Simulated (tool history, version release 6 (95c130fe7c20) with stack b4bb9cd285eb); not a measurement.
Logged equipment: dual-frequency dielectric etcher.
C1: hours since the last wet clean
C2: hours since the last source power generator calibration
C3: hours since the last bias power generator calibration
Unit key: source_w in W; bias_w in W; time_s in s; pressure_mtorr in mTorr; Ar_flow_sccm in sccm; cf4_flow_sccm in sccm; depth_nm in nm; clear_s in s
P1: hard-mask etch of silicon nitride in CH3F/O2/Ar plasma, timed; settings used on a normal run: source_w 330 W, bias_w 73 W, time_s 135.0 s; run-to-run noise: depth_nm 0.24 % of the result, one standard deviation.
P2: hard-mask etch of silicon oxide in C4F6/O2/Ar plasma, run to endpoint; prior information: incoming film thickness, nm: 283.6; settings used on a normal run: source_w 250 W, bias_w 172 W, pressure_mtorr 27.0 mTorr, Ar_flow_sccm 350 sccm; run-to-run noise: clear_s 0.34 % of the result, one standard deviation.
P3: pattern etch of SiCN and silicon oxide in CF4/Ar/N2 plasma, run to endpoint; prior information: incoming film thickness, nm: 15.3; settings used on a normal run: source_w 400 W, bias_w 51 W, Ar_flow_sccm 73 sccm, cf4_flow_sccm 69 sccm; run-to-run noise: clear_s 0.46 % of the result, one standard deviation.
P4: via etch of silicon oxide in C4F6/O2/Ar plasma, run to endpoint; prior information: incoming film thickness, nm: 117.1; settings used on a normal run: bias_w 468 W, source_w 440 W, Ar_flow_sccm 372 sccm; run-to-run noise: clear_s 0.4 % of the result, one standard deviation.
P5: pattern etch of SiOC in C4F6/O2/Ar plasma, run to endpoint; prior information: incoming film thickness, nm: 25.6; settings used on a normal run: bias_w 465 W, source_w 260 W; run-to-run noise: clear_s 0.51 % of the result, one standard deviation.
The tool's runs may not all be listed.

run 1 hour=4.4 | process=P1 source_w=330 bias_w=73 time_s=135.0 | C1=58.9 C2=2820.0 C3=764.1 | depth_nm=86.370
run 2 hour=8.9 | process=P2 source_w=250 bias_w=172 pressure_mtorr=27.0 Ar_flow_sccm=350 | C1=63.4 C2=2824.5 C3=768.6 | clear_s=111.780
run 3 hour=11.3 | process=P1 source_w=330 bias_w=73 time_s=202.5 | C1=65.8 C2=2826.9 C3=771.0 | depth_nm=129.600
run 4 hour=14.2 | process=P2 source_w=250 bias_w=172 pressure_mtorr=27.0 Ar_flow_sccm=350 | C1=68.7 C2=2829.8 C3=773.9 | clear_s=112.120
run 5 hour=17.9 | process=P4 source_w=560 bias_w=468 Ar_flow_sccm=372 | C1=72.4 C2=2833.5 C3=777.6 | clear_s=24.618
run 6 hour=21.0 | process=P1 source_w=330 bias_w=73 time_s=135.0 | C1=75.5 C2=2836.6 C3=780.7 | depth_nm=86.489
run 7 hour=23.4 | process=P3 source_w=400 bias_w=51 Ar_flow_sccm=95 cf4_flow_sccm=69 | C1=77.9 C2=2839.0 C3=783.1 | clear_s=22.364
run 8 hour=28.0 | process=P1 source_w=240 bias_w=73 time_s=135.0 | C1=82.5 C2=2843.6 C3=787.7 | depth_nm=76.644
-- hour=29.2 wet clean of the chamber
run 9 hour=33.0 | process=P1 source_w=330 bias_w=98 time_s=135.0 | C1=3.8 C2=2848.6 C3=792.7 | depth_nm=95.964
run 10 hour=36.3 | process=P5 source_w=190 bias_w=465 | C1=7.1 C2=2851.9 C3=796.0 | clear_s=12.005
run 11 hour=40.7 | process=P1 source_w=410 bias_w=73 time_s=135.0 | C1=11.5 C2=2856.3 C3=800.4 | depth_nm=94.063
run 12 hour=44.5 | process=P1 source_w=330 bias_w=56 time_s=135.0 | C1=15.3 C2=2860.1 C3=804.2 | depth_nm=78.759
run 13 hour=46.7 | process=P1 source_w=330 bias_w=73 time_s=135.0 | C1=17.5 C2=2862.3 C3=806.4 | depth_nm=86.473
run 14 hour=50.3 | process=P1 source_w=330 bias_w=73 time_s=101.5 | C1=21.1 C2=2865.9 C3=810.0 | depth_nm=64.916
run 15 hour=53.1 | process=P2 source_w=250 bias_w=172 pressure_mtorr=33.5 Ar_flow_sccm=350 | C1=23.9 C2=2868.7 C3=812.8 | clear_s=114.010
run 16 hour=58.0 | process=P5 source_w=260 bias_w=465 | C1=28.8 C2=2873.6 C3=817.7 | clear_s=10.640
run 17 hour=62.7 | process=P2 source_w=250 bias_w=172 pressure_mtorr=27.0 Ar_flow_sccm=421 | C1=33.5 C2=2878.3 C3=822.4 | clear_s=113.780
run 18 hour=66.0 | process=P2 source_w=160 bias_w=172 pressure_mtorr=27.0 Ar_flow_sccm=350 | C1=36.8 C2=2881.6 C3=825.7 | clear_s=132.530
run 19 hour=69.0 | process=P3 source_w=400 bias_w=72 Ar_flow_sccm=73 cf4_flow_sccm=69 | C1=39.8 C2=2884.6 C3=828.7 | clear_s=19.059
run 20 hour=71.3 | process=P3 source_w=300 bias_w=51 Ar_flow_sccm=73 cf4_flow_sccm=69 | C1=42.1 C2=2886.9 C3=831.0 | clear_s=27.515
run 21 hour=73.7 | process=P2 source_w=250 bias_w=206 pressure_mtorr=27.0 Ar_flow_sccm=350 | C1=44.5 C2=2889.3 C3=833.4 | clear_s=104.820
run 22 hour=78.3 | process=P4 source_w=440 bias_w=468 Ar_flow_sccm=476 | C1=49.1 C2=2893.9 C3=838.0 | clear_s=27.693
run 23 hour=82.0 | process=P1 source_w=330 bias_w=73 time_s=135.0 | C1=52.8 C2=2897.6 C3=841.7 | depth_nm=86.151
run 24 hour=84.6 | process=P3 source_w=400 bias_w=51 Ar_flow_sccm=73 cf4_flow_sccm=69 | C1=55.4 C2=2900.2 C3=844.3 | clear_s=21.270
run 25 hour=88.8 | process=P1 source_w=260 bias_w=53 time_s=135.0 | C1=59.6 C2=2904.4 C3=848.5 | depth_nm=70.966
run 26 hour=93.3 | process=P3 source_w=400 bias_w=51 Ar_flow_sccm=73 cf4_flow_sccm=69 | C1=64.1 C2=2908.9 C3=853.0 | clear_s=21.286
run 27 hour=96.2 | process=P5 source_w=260 bias_w=289 | C1=67.0 C2=2911.8 C3=855.9 | clear_s=12.736
run 28 hour=100.8 | process=P1 source_w=330 bias_w=73 time_s=135.0 | C1=71.6 C2=2916.4 C3=860.5 | depth_nm=86.755
run 29 hour=105.7 | process=P1 source_w=330 bias_w=73 time_s=135.0 | C1=76.5 C2=2921.3 C3=865.4 | depth_nm=86.667
run 30 hour=109.3 | process=P3 source_w=400 bias_w=51 Ar_flow_sccm=73 cf4_flow_sccm=86 | C1=80.1 C2=2924.9 C3=869.0 | clear_s=20.628
run 31 hour=113.6 | process=P1 source_w=450 bias_w=73 time_s=74.0 | C1=84.4 C2=2929.2 C3=873.3 | depth_nm=53.278
run 32 hour=118.5 | process=P4 source_w=440 bias_w=347 Ar_flow_sccm=372 | C1=89.3 C2=2934.1 C3=878.2 | clear_s=29.711
run 33 hour=122.2 | process=P4 source_w=440 bias_w=468 Ar_flow_sccm=372 | C1=93.0 C2=2937.8 C3=881.9 | clear_s=26.849
run 34 hour=126.9 | process=P1 source_w=330 bias_w=73 time_s=135.0 | C1=97.7 C2=2942.5 C3=886.6 | depth_nm=86.412
run 35 hour=131.1 | process=P1 source_w=330 bias_w=73 time_s=135.0 | C1=101.9 C2=2946.7 C3=890.8 | depth_nm=85.892
run 36 hour=134.3 | process=P1 source_w=330 bias_w=73 time_s=135.0 | C1=105.1 C2=2949.9 C3=894.0 | depth_nm=85.365
run 37 hour=136.7 | process=P1 source_w=330 bias_w=73 time_s=135.0 | C1=107.5 C2=2952.3 C3=896.4 | depth_nm=85.166
run 38 hour=140.1 | process=P1 source_w=330 bias_w=73 time_s=135.0 | C1=110.9 C2=2955.7 C3=899.8 | depth_nm=84.959
run 39 hour=144.5 | process=P1 source_w=330 bias_w=73 time_s=135.0 | C1=115.3 C2=2960.1 C3=904.2 | depth_nm=85.137
-- hour=145.9 wet clean of the chamber
run 40 hour=146.8 | process=P1 source_w=330 bias_w=73 time_s=135.0 | C1=0.9 C2=2962.4 C3=906.5 | depth_nm=85.276
run 41 hour=151.1 | process=P1 source_w=330 bias_w=73 time_s=135.0 | C1=5.2 C2=2966.7 C3=910.8 | depth_nm=84.852
run 42 hour=154.5 | process=P1 source_w=330 bias_w=73 time_s=135.0 | C1=8.6 C2=2970.1 C3=914.2 | depth_nm=85.203
run 43 hour=158.9 | process=P1 source_w=330 bias_w=73 time_s=135.0 | C1=13.0 C2=2974.5 C3=918.6 | depth_nm=84.871

The log shows P1 creeping away from where it was. Any of the 2 causes listed here, at the size stated for it, fits the log just as well as the others:
A: bias power that arrives under what is set, % = 4.82
B: source power that arrives under what is set, % = 4.45
The creep began at about hour 126.9.
Excluded causes, each with its reason:
chamber walls in a state that lowers the etch rate, %: serviced at hour 145.9, after the change had begun; the process did not return to its earlier output

Below are 4 check runs, each averaged over 2 wafers, with their results shown as question marks. Which of them would give clearly different results depending on which cause is behind the drift?
run check 1 hour=163.3 | process=P3 source_w=400 bias_w=51 Ar_flow_sccm=95 cf4_flow_sccm=69 | clear_s=?
run check 2 hour=163.3 | process=P4 source_w=550 bias_w=369 Ar_flow_sccm=372 | clear_s=?
run check 3 hour=163.3 | process=P2 source_w=170 bias_w=202 pressure_mtorr=27.0 Ar_flow_sccm=350 | clear_s=?
run check 4 hour=163.3 | process=P5 source_w=200 bias_w=465 | clear_s=?

If the cause were each of the candidates in turn, the checks would give the following:
check=check_1 result=clear_s if_A=22.488 if_B=23.062
check=check_2 result=clear_s if_A=27.393 if_B=27.390
check=check_3 result=clear_s if_A=124.790 if_B=124.840
check=check_4 result=clear_s if_A=12.039 if_B=12.013
How far apart the two closest causes lie, in the result that separates them most: check 1 2.52 %; check 2 0.01 %; check 3 0.04 %; check 4 0.22 %
The other checks would show nearly matching results whichever cause is true, so check 1 is the only one that separates the causes.

After running check 1, the following was obtained: clear_s 22.578 s. Which cause does this point to?

It was cause A: bias power that arrives under what is set, %.
